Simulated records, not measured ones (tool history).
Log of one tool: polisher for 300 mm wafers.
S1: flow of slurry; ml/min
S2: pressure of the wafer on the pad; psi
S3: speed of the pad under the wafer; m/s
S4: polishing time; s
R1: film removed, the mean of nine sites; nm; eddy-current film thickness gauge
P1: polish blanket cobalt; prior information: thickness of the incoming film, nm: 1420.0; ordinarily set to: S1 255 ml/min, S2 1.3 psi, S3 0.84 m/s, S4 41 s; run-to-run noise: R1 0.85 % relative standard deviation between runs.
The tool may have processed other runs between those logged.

run,day,S1,S2,S3,S4,R1
1,0.521,255,1.3,0.84,41,111.33
2,1.021,255,1.8,0.54,41,98.598
3,1.317,155,1.3,0.84,41,103.93
4,1.85,255,1.3,0.84,64,172.7
5,2.196,255,1.3,1.14,41,149.68
6,2.475,255,2.1,0.84,41,179.07
7,2.825,255,1.3,0.84,41,109.99
8,3.075,255,0.6,0.84,41,51.014
# day 3.425: slurry nozzle cleaned
9,3.425,325,1.3,0.84,41,112.34
10,3.979,255,1.3,0.84,41,110.63
11,4.512,255,1.3,0.84,41,111.41
12,4.775,255,1.3,0.38,41,50.735
13,5.288,255,1.3,0.84,20,54.351

The next listed run, before its measurement:
14,5.558,155,1.8,0.84,41,?

Run 14 gave R1 145.93 nm.
